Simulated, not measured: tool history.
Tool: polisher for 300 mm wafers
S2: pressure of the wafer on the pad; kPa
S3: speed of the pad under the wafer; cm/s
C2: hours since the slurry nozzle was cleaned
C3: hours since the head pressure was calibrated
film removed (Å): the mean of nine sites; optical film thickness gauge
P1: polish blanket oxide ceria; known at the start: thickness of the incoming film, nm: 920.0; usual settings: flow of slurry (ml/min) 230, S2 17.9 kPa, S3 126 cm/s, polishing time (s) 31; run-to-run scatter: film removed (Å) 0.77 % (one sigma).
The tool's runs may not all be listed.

{"run": 1, "hour": 10.0, "flow of slurry (ml/min)": 230, "S2": 17.9, "S3": 126, "polishing time (s)": 31, "wafers polished on this pad": 449, "C2": 354.4, "C3": 326.8, "film removed (Å)": 1285.1}
{"run": 2, "hour": 24.1, "flow of slurry (ml/min)": 230, "S2": 17.9, "S3": 190, "polishing time (s)": 31, "wafers polished on this pad": 657, "C2": 368.5, "C3": 340.9, "film removed (Å)": 1898.1}
{"run": 3, "hour": 37.7, "flow of slurry (ml/min)": 230, "S2": 17.9, "S3": 126, "polishing time (s)": 31, "wafers polished on this pad": 858, "C2": 382.1, "C3": 354.5, "film removed (Å)": 1265.9}
{"run": 4, "hour": 50.4, "flow of slurry (ml/min)": 230, "S2": 17.9, "S3": 56, "polishing time (s)": 31, "wafers polished on this pad": 1046, "C2": 394.8, "C3": 367.2, "film removed (Å)": 562.63}
{"run": 5, "hour": 62.7, "flow of slurry (ml/min)": 230, "S2": 17.9, "S3": 126, "polishing time (s)": 16, "wafers polished on this pad": 1227, "C2": 407.1, "C3": 379.5, "film removed (Å)": 662.95}
{"run": 6, "hour": 78.4, "flow of slurry (ml/min)": 140, "S2": 17.9, "S3": 126, "polishing time (s)": 20, "wafers polished on this pad": 1459, "C2": 422.8, "C3": 395.2, "film removed (Å)": 761.06}
{"run": 7, "hour": 94.0, "flow of slurry (ml/min)": 290, "S2": 17.9, "S3": 126, "polishing time (s)": 31, "wafers polished on this pad": 1689, "C2": 438.4, "C3": 410.8, "film removed (Å)": 1301.6}
{"run": 8, "hour": 102.4, "flow of slurry (ml/min)": 230, "S2": 17.9, "S3": 126, "polishing time (s)": 31, "wafers polished on this pad": 1813, "C2": 446.8, "C3": 419.2, "film removed (Å)": 1277.8}
{"run": 9, "hour": 119.7, "flow of slurry (ml/min)": 230, "S2": 17.9, "S3": 126, "polishing time (s)": 31, "wafers polished on this pad": 2068, "C2": 464.1, "C3": 436.5, "film removed (Å)": 1258.6}
{"run": 10, "hour": 129.0, "flow of slurry (ml/min)": 230, "S2": 17.9, "S3": 84, "polishing time (s)": 44, "wafers polished on this pad": 2205, "C2": 473.4, "C3": 445.8, "film removed (Å)": 1202.9}
{"run": 11, "hour": 142.3, "flow of slurry (ml/min)": 230, "S2": 28.3, "S3": 126, "polishing time (s)": 31, "wafers polished on this pad": 2402, "C2": 486.7, "C3": 459.1, "film removed (Å)": 1960.0}
{"run": 12, "hour": 152.8, "flow of slurry (ml/min)": 230, "S2": 17.9, "S3": 126, "polishing time (s)": 31, "wafers polished on this pad": 2557, "C2": 497.2, "C3": 469.6, "film removed (Å)": 1266.8}
{"run": 13, "hour": 169.3, "flow of slurry (ml/min)": 230, "S2": 24.1, "S3": 62, "polishing time (s)": 31, "wafers polished on this pad": 2800, "C2": 513.7, "C3": 486.1, "film removed (Å)": 834.01}
{"run": 14, "hour": 180.7, "flow of slurry (ml/min)": 230, "S2": 17.9, "S3": 126, "polishing time (s)": 44, "wafers polished on this pad": 2968, "C2": 525.1, "C3": 497.5, "film removed (Å)": 1798.6}
{"run": 15, "hour": 198.3, "flow of slurry (ml/min)": 140, "S2": 17.9, "S3": 126, "polishing time (s)": 31, "wafers polished on this pad": 3228, "C2": 542.7, "C3": 515.1, "film removed (Å)": 1181.0}
{"run": 16, "hour": 215.0, "flow of slurry (ml/min)": 230, "S2": 13.1, "S3": 126, "polishing time (s)": 31, "wafers polished on this pad": 3475, "C2": 559.4, "C3": 531.8, "film removed (Å)": 942.72}
{"run": 17, "hour": 234.2, "flow of slurry (ml/min)": 230, "S2": 17.9, "S3": 126, "polishing time (s)": 31, "wafers polished on this pad": 3758, "C2": 578.6, "C3": 551.0, "film removed (Å)": 1280.2}
{"run": 18, "hour": 251.0, "flow of slurry (ml/min)": 230, "S2": 17.9, "S3": 126, "polishing time (s)": 31, "wafers polished on this pad": 4006, "C2": 595.4, "C3": 567.8, "film removed (Å)": 1257.5}
{"run": 19, "hour": 268.2, "flow of slurry (ml/min)": 230, "S2": 17.9, "S3": 126, "polishing time (s)": 31, "wafers polished on this pad": 4260, "C2": 612.6, "C3": 585.0, "film removed (Å)": 1248.7}

The next listed run, before its measurement:
{"hour": 282.7, "done": "head pressure recalibrated"}
{"run": 20, "hour": 284.7, "flow of slurry (ml/min)": 230, "S2": 17.9, "S3": 126, "polishing time (s)": 31, "wafers polished on this pad": 4503, "C2": 629.1, "C3": 2.0, "film removed (Å)": "?"}

Run 20 gave film removed (Å) 1217.80.
